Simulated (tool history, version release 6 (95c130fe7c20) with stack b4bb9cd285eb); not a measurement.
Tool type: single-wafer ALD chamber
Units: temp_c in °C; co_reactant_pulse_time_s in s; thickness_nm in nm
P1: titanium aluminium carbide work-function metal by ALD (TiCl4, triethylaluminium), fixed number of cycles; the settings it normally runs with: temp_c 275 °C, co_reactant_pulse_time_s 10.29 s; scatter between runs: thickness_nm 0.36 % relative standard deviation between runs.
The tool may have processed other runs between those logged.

Run 1, hour 6.0: temp_c 275 °C, co_reactant_pulse_time_s 10.29 s. Result: thickness_nm 1.7519 nm.
Run 2, hour 16.1: temp_c 264 °C, co_reactant_pulse_time_s 5.75 s. Result: thickness_nm 1.4811 nm.
Run 3, hour 26.1: temp_c 275 °C, co_reactant_pulse_time_s 3.65 s. Result: thickness_nm 1.2894 nm.
Run 4, hour 31.0: temp_c 254 °C, co_reactant_pulse_time_s 10.29 s. Result: thickness_nm 1.5844 nm.
Run 5, hour 37.4: temp_c 275 °C, co_reactant_pulse_time_s 10.29 s. Result: thickness_nm 1.7653 nm.
Run 6, hour 45.3: temp_c 275 °C, co_reactant_pulse_time_s 10.29 s. Result: thickness_nm 1.7645 nm.
Run 7, hour 52.6: temp_c 297 °C, co_reactant_pulse_time_s 10.29 s. Result: thickness_nm 1.9485 nm.
Run 8, hour 61.9: temp_c 275 °C, co_reactant_pulse_time_s 16.35 s. Result: thickness_nm 1.8056 nm.
At hour 64.5: triethylaluminium bottle replaced.
Run 9, hour 69.3: temp_c 275 °C, co_reactant_pulse_time_s 10.29 s. Result: thickness_nm 1.7590 nm.
Run 10, hour 78.4: temp_c 275 °C, co_reactant_pulse_time_s 10.29 s. Result: thickness_nm 1.7658 nm.
Run 11, hour 88.2: temp_c 275 °C, co_reactant_pulse_time_s 10.29 s. Result: thickness_nm 1.7522 nm.
Run 12, hour 93.6: temp_c 275 °C, co_reactant_pulse_time_s 10.29 s. Result: thickness_nm 1.7528 nm.

Expected results for the next run?
Run 13, hour 100.8: temp_c 275 °C, co_reactant_pulse_time_s 10.29 s. Result: thickness_nm ?.

thickness_nm: 1.7495 nm

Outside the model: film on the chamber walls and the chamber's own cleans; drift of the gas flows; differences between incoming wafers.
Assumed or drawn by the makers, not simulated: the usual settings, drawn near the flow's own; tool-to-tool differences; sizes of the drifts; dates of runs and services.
